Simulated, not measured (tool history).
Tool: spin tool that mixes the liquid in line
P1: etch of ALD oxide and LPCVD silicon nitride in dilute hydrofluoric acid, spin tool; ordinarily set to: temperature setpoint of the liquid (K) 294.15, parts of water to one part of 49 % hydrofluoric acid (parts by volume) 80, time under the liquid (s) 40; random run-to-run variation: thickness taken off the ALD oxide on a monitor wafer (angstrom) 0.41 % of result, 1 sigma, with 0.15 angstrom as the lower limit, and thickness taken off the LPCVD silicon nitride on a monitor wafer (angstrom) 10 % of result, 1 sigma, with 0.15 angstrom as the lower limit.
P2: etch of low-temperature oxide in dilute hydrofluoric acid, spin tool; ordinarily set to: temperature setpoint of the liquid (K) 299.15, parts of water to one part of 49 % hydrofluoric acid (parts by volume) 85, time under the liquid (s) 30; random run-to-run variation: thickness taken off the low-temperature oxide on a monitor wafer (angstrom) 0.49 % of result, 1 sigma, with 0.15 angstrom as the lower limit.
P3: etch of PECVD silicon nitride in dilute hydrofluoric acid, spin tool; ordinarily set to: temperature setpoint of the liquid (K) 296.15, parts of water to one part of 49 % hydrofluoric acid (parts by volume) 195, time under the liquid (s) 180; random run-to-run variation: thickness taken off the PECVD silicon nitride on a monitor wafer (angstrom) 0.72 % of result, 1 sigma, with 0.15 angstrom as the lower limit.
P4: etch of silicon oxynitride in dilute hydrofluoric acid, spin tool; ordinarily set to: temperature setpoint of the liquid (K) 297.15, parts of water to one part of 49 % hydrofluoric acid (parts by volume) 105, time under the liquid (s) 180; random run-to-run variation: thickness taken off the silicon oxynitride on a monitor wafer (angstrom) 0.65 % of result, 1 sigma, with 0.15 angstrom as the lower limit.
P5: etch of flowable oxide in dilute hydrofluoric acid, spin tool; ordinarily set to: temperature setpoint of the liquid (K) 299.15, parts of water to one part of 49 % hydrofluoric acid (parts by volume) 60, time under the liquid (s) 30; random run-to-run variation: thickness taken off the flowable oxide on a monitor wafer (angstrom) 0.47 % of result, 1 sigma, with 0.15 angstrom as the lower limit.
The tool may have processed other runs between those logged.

run   hour  process that ran  temperature setpoint of the liquid (K)  parts of water to one part of 49 % hydrofluoric acid (parts by volume)  time under the liquid (s)  hours since the thermometer was replaced  hours since the hydrofluoric acid flow meter was replaced  thickness taken off the ALD oxide on a monitor wafer (angstrom)  thickness taken off the LPCVD silicon nitride on a monitor wafer (angstrom)  thickness taken off the flowable oxide on a monitor wafer (angstrom)  thickness taken off the PECVD silicon nitride on a monitor wafer (angstrom)  thickness taken off the silicon oxynitride on a monitor wafer (angstrom)  thickness taken off the low-temperature oxide on a monitor wafer (angstrom)
  1    7.8                P1                                  294.15                                                                      80                         40                                     934.2                                                     1013.8                                                            58.52                                                                       2.2426
  2   13.3                P5                                  299.15                                                                      60                         15                                     939.7                                                     1019.3                                                                                                                                                                                                              95.369
  3   20.1                P3                                  296.15                                                                      80                        180                                     946.5                                                     1026.1                                                                                                                                                                                                                                                                                           71.025
      27.1  -- hydrofluoric acid flow meter replaced
  4   27.7                P4                                  302.65                                                                     105                        180                                     954.1                                                        0.6                                                                                                                                                                                                                                                                                                                                                                     50.705
  5     35                P2                                  299.15                                                                      85                         55                                     961.4                                                        7.9                                                                                                                                                                                                                                                                                                                                                                                                                                                   253.3
  6   45.6                P5                                  302.65                                                                      60                         30                                       972                                                       18.5                                                                                                                                                                                                              220.72
  7   50.7                P1                                  294.15                                                                      80                         40                                     977.1                                                       23.6                                                           58.627                                                                       1.8291
  8   55.8                P1                                  294.15                                                                      80                         80                                     982.2                                                       28.7                                                           117.08                                                                       3.7429
  9   64.7                P2                                  304.65                                                                      85                         30                                     991.1                                                       37.6                                                                                                                                                                                                                                                                                                                                                                                                                                                  170.86
 10     70                P2                                  299.15                                                                      85                         30                                     996.4                                                       42.9                                                                                                                                                                                                                                                                                                                                                                                                                                                  137.38
 11     78                P1                                  298.15                                                                      80                         70                                    1004.4                                                       50.9                                                           119.81                                                                       4.1972
 12     86                P3                                  304.15                                                                     195                        180                                    1012.4                                                       58.9                                                                                                                                                                                                                                                                                           48.312
 13   91.7                P1                                  294.15                                                                      80                         40                                    1018.1                                                       64.6                                                           58.644                                                                       1.7755
 14  101.5                P5                                  299.15                                                                      60                         30                                    1027.9                                                       74.4                                                                                                                                                                                                              191.49
 15  110.9                P4                                  297.15                                                                     105                         30                                    1037.3                                                       83.8                                                                                                                                                                                                                                                                                                                                                                     6.4362
 16  116.4                P5                                  299.15                                                                      95                         30                                    1042.8                                                       89.3                                                                                                                                                                                                              115.73
     121.9  -- thermometer replaced
 17  125.3                P5                                  299.15                                                                      60                         30                                       3.5                                                       98.2                                                                                                                                                                                                              190.79
 18  132.6                P3                                  296.15                                                                     195                        275                                      10.8                                                      105.5                                                                                                                                                                                                                                                                                           44.929
 19  143.5                P1                                  294.15                                                                      45                         40                                      21.7                                                      116.4                                                           107.84                                                                       4.1787
 20  148.3                P1                                  302.15                                                                      80                         40                                      26.5                                                      121.2                                                           80.594                                                                       3.6128
 21  157.3                P3                                  296.15                                                                     195                        180                                      35.5                                                      130.2                                                                                                                                                                                                                                                                                           29.492
 22  165.7                P1                                  294.15                                                                      80                         15                                      43.9                                                      138.6                                                           21.963                                                                      0.78066
 23  175.6                P4                                  297.15                                                                     105                        180                                      53.8                                                      148.5                                                                                                                                                                                                                                                                                                                                                                     39.262
 24  185.4                P1                                  294.15                                                                     145                         40                                      63.6                                                      158.3                                                             29.8                                                                         1.02
 25  192.7                P1                                  294.15                                                                      80                         40                                      70.9                                                      165.6                                                            58.16                                                                       2.1283
 26  197.6                P1                                  294.15                                                                      80                         40                                      75.8                                                      170.5                                                           58.165                                                                       2.1609
 27    206                P1                                  290.15                                                                      80                         40                                      84.2                                                      178.9                                                           49.138                                                                       1.6584
 28  213.9                P4                                  297.15                                                                     105                        180                                      92.1                                                      186.8                                                                                                                                                                                                                                                                                                                                                                     39.158
 29    225                P4                                  297.15                                                                     175                        180                                     103.2                                                      197.9                                                                                                                                                                                                                                                                                                                                                                     22.249
 30  232.3                P2                                  299.15                                                                     115                         30                                     110.5                                                      205.2                                                                                                                                                                                                                                                                                                                                                                                                                                                  99.238
 31  240.6                P1                                  294.15                                                                      80                         40                                     118.8                                                      213.5                                                           58.536                                                                       2.2955
 32  247.8                P1                                  290.65                                                                      80                         75                                       126                                                      220.7                                                           94.817                                                                       2.5035
 33    258                P1                                  294.15                                                                      80                         40                                     136.2                                                      230.9                                                           58.486                                                                       2.1973
 34  266.3                P1                                  294.15                                                                      80                         40                                     144.5                                                      239.2                                                           56.903                                                                       2.3486
 35  272.4                P1                                  294.15                                                                      80                         40                                     150.6                                                      245.3                                                           57.009                                                                       1.5736
 36  281.6                P1                                  294.15                                                                      80                         40                                     159.8                                                      254.5                                                           55.805                                                                       1.9117
 37  286.6                P1                                  294.15                                                                      80                         40                                     164.8                                                      259.5                                                           55.575                                                                       2.4786
 38  292.1                P1                                  294.15                                                                      80                         40                                     170.3                                                        265                                                           55.369                                                                       1.7847
 39  300.3                P1                                  294.15                                                                      80                         40                                     178.5                                                      273.2                                                           55.152                                                                       1.8127
 40  310.8                P1                                  294.15                                                                      80                         40                                       189                                                      283.7                                                           54.746                                                                       2.1779
 41  316.5                P1                                  294.15                                                                      80                         40                                     194.7                                                      289.4                                                           55.173                                                                        2.076
 42    326                P1                                  294.15                                                                      80                         40                                     204.2                                                      298.9                                                           54.894                                                                       1.6184
 43  335.4                P1                                  294.15                                                                      80                         40                                     213.6                                                      308.3                                                           55.025                                                                       1.9729

Something has made what P1 gives creep away from where it was; the 2 causes below, each at its own stated size, fit the log equally well:
A: liquid colder than its thermometer reads (K) = 1.45
B: hydrofluoric acid flow below the setpoint (%) = 5.34
Onset of the creep was near hour 258.

You are offered 4 check runs, listed below with question marks in place of their results; each one averages 3 wafers. Which run separates the listed causes by giving clearly different results for each?
check 1  344.8                P4                                  297.15                                                                     105                        180                                                                                                                                                                                                                                                                                                                                                                                                                                                                               ?
check 2  344.8                P5                                  299.15                                                                      60                         30                                                                                                                                                                                                                                                                                                                        ?
check 3  344.8                P3                                  296.15                                                                     195                        180                                                                                                                                                                                                                                                                                                                                                                                                     ?
check 4  344.8                P2                                  299.15                                                                      85                         30                                                                                                                                                                                                                                                                                                                                                                                                                                                                                                                                                            ?

Outcome of each check run for each possible cause:
  check                                                                       result    if A    if B
check 1     thickness taken off the silicon oxynitride on a monitor wafer (angstrom)  36.616  36.947
check 2         thickness taken off the flowable oxide on a monitor wafer (angstrom)  180.23  180.08
check 3  thickness taken off the PECVD silicon nitride on a monitor wafer (angstrom)  26.673  27.741
check 4  thickness taken off the low-temperature oxide on a monitor wafer (angstrom)  130.09   129.6
Distance between the nearest two causes, measured in the result of the check that separates them most: check 1 0.9 %; check 2 0.08 %; check 3 3.93 %; check 4 0.38 %
The other checks would show nearly matching results whichever cause is true, so check 3 is the only one that separates the causes.

After running check 3, the following was obtained: thickness taken off the PECVD silicon nitride on a monitor wafer (angstrom) 26.666. Which cause does this point to?

It was cause A: liquid colder than its thermometer reads (K).

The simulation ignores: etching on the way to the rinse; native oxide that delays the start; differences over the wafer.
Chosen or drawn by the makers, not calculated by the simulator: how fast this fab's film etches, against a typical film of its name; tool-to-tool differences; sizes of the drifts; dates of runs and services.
